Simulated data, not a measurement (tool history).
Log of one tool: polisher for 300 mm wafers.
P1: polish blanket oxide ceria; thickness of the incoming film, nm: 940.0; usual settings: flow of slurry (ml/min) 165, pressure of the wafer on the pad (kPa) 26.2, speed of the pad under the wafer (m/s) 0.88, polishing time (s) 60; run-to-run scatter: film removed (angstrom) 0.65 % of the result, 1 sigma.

run,hour,flow of slurry (ml/min),pressure of the wafer on the pad (kPa),speed of the pad under the wafer (m/s),polishing time (s),film removed (angstrom)
1,6.3,165,26.2,0.88,60,2398.6
2,12.9,165,38.6,0.88,29,1736.9
3,20.3,100,26.2,0.88,60,2184.7
4,26.6,165,26.2,0.88,27,1091.7
5,32.9,165,26.2,0.88,60,2410.8
6,42.6,165,26.2,0.88,94,3793.1
7,47.8,165,17.2,0.88,60,1590.3
8,55.5,210,26.2,0.88,60,2498.1
# hour 62.9: head pressure recalibrated
9,63.1,165,26.2,0.88,60,2388.4
10,67.7,165,26.2,0.88,60,2427.9
11,76.2,165,26.2,0.56,60,1544.8
12,83.7,165,26.2,0.88,60,2404.4
13,88.6,165,26.2,1.38,60,3763.9

Run 14 comes next. What will it give?
14,94.2,100,26.2,0.88,42,?

Run 14 gave film removed (angstrom) 1535.0.

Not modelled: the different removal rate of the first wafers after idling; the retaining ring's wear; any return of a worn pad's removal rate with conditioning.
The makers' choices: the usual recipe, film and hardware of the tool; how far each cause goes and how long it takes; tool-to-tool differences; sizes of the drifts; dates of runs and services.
